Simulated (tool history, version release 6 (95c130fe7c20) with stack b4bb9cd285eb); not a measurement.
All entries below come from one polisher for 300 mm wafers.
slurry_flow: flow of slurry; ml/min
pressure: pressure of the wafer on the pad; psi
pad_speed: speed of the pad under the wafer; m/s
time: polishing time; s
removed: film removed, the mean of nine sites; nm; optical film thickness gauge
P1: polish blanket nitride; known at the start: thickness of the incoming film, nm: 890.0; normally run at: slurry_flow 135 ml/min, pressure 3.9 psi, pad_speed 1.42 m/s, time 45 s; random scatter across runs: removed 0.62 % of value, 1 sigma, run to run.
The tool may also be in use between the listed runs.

run 1 hour=11.7 | slurry_flow=135 pressure=3.9 pad_speed=1.42 time=45 | removed=136.860
run 2 hour=20.3 | slurry_flow=135 pressure=3.9 pad_speed=1.42 time=71 | removed=216.410
run 3 hour=30.5 | slurry_flow=95 pressure=3.9 pad_speed=1.42 time=45 | removed=127.460
run 4 hour=40.3 | slurry_flow=135 pressure=3.9 pad_speed=1.42 time=20 | removed=60.665
-- hour=48.3 head pressure recalibrated
run 5 hour=51.6 | slurry_flow=135 pressure=3.9 pad_speed=1.42 time=45 | removed=135.350
run 6 hour=63.2 | slurry_flow=135 pressure=3.9 pad_speed=2.14 time=45 | removed=188.660
run 7 hour=75.8 | slurry_flow=135 pressure=3.9 pad_speed=1.42 time=45 | removed=136.180
run 8 hour=90.0 | slurry_flow=135 pressure=3.9 pad_speed=0.64 time=45 | removed=72.233
run 9 hour=97.9 | slurry_flow=80 pressure=3.9 pad_speed=1.42 time=21 | removed=56.470
run 10 hour=104.6 | slurry_flow=135 pressure=3.9 pad_speed=1.98 time=31 | removed=124.440
run 11 hour=117.3 | slurry_flow=135 pressure=2.3 pad_speed=0.64 time=45 | removed=42.397
run 12 hour=127.0 | slurry_flow=135 pressure=2.2 pad_speed=1.42 time=45 | removed=76.708
run 13 hour=134.1 | slurry_flow=135 pressure=3.9 pad_speed=1.42 time=45 | removed=137.080
run 14 hour=147.3 | slurry_flow=135 pressure=3.9 pad_speed=1.42 time=45 | removed=136.410
run 15 hour=160.8 | slurry_flow=135 pressure=5.7 pad_speed=1.42 time=45 | removed=197.320
run 16 hour=170.3 | slurry_flow=210 pressure=3.9 pad_speed=1.42 time=45 | removed=146.120
run 17 hour=181.6 | slurry_flow=135 pressure=3.9 pad_speed=1.42 time=45 | removed=135.500
run 18 hour=192.4 | slurry_flow=135 pressure=3.9 pad_speed=1.42 time=45 | removed=131.930

Estimate the outcome of run 19 from the log above:
run 19 hour=201.9 | slurry_flow=135 pressure=3.9 pad_speed=1.42 time=45 | removed=?

{"run 19": {"removed": 130.36}}
